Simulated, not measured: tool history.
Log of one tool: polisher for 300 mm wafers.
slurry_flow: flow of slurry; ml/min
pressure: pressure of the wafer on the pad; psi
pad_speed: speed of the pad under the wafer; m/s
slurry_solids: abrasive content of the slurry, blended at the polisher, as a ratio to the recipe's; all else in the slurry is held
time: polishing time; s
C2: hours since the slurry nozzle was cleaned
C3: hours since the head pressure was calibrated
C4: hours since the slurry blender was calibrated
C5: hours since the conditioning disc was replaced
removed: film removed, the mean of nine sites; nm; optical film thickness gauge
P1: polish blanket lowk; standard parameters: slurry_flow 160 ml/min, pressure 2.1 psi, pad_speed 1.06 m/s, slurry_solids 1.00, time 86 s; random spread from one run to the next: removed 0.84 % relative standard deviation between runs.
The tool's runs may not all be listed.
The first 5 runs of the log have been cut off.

run 6 hour=20.5 | slurry_flow=160 pressure=2.1 pad_speed=1.06 slurry_solids=0.55 time=86 | wafers_polished_on_this_pad=415 C2=90.8 C3=424.8 C4=130.2 C5=138.6 | removed=26.569
-- hour=22.0 head pressure recalibrated
run 7 hour=23.5 | slurry_flow=160 pressure=0.9 pad_speed=1.06 slurry_solids=1.00 time=86 | wafers_polished_on_this_pad=439 C2=93.8 C3=1.6 C4=133.2 C5=141.6 | removed=15.629
run 8 hour=26.0 | slurry_flow=160 pressure=2.1 pad_speed=1.06 slurry_solids=1.00 time=86 | wafers_polished_on_this_pad=458 C2=96.3 C3=4.1 C4=135.7 C5=144.1 | removed=36.846
run 9 hour=28.8 | slurry_flow=95 pressure=2.1 pad_speed=1.06 slurry_solids=1.00 time=86 | wafers_polished_on_this_pad=480 C2=99.1 C3=6.9 C4=138.5 C5=146.9 | removed=32.334
run 10 hour=33.7 | slurry_flow=160 pressure=2.1 pad_speed=1.06 slurry_solids=1.00 time=120 | wafers_polished_on_this_pad=518 C2=104.0 C3=11.8 C4=143.4 C5=151.8 | removed=51.025
run 11 hour=37.7 | slurry_flow=160 pressure=2.1 pad_speed=1.06 slurry_solids=1.00 time=86 | wafers_polished_on_this_pad=549 C2=108.0 C3=15.8 C4=147.4 C5=155.8 | removed=36.543
run 12 hour=41.5 | slurry_flow=95 pressure=2.1 pad_speed=0.50 slurry_solids=1.00 time=86 | wafers_polished_on_this_pad=578 C2=111.8 C3=19.6 C4=151.2 C5=159.6 | removed=17.886
-- hour=42.3 slurry blender recalibrated
run 13 hour=45.7 | slurry_flow=160 pressure=2.1 pad_speed=0.58 slurry_solids=1.00 time=86 | wafers_polished_on_this_pad=611 C2=116.0 C3=23.8 C4=3.5 C5=163.8 | removed=22.553
run 14 hour=50.5 | slurry_flow=160 pressure=2.1 pad_speed=1.06 slurry_solids=1.00 time=86 | wafers_polished_on_this_pad=648 C2=120.8 C3=28.6 C4=8.3 C5=168.6 | removed=36.444
run 15 hour=54.0 | slurry_flow=160 pressure=2.1 pad_speed=1.06 slurry_solids=1.00 time=86 | wafers_polished_on_this_pad=675 C2=124.3 C3=32.1 C4=11.8 C5=172.1 | removed=36.454
run 16 hour=57.3 | slurry_flow=160 pressure=2.1 pad_speed=0.68 slurry_solids=1.00 time=116 | wafers_polished_on_this_pad=700 C2=127.6 C3=35.4 C4=15.1 C5=175.4 | removed=34.050
run 17 hour=59.6 | slurry_flow=160 pressure=2.1 pad_speed=1.06 slurry_solids=1.00 time=86 | wafers_polished_on_this_pad=718 C2=129.9 C3=37.7 C4=17.4 C5=177.7 | removed=36.321
run 18 hour=64.5 | slurry_flow=160 pressure=2.1 pad_speed=1.36 slurry_solids=1.00 time=59 | wafers_polished_on_this_pad=756 C2=134.8 C3=42.6 C4=22.3 C5=182.6 | removed=30.210

The next listed run, before its measurement:
run 19 hour=66.9 | slurry_flow=245 pressure=2.1 pad_speed=1.06 slurry_solids=1.00 time=86 | wafers_polished_on_this_pad=775 C2=137.2 C3=45.0 C4=24.7 C5=185.0 | removed=?

removed: 38.783 nm

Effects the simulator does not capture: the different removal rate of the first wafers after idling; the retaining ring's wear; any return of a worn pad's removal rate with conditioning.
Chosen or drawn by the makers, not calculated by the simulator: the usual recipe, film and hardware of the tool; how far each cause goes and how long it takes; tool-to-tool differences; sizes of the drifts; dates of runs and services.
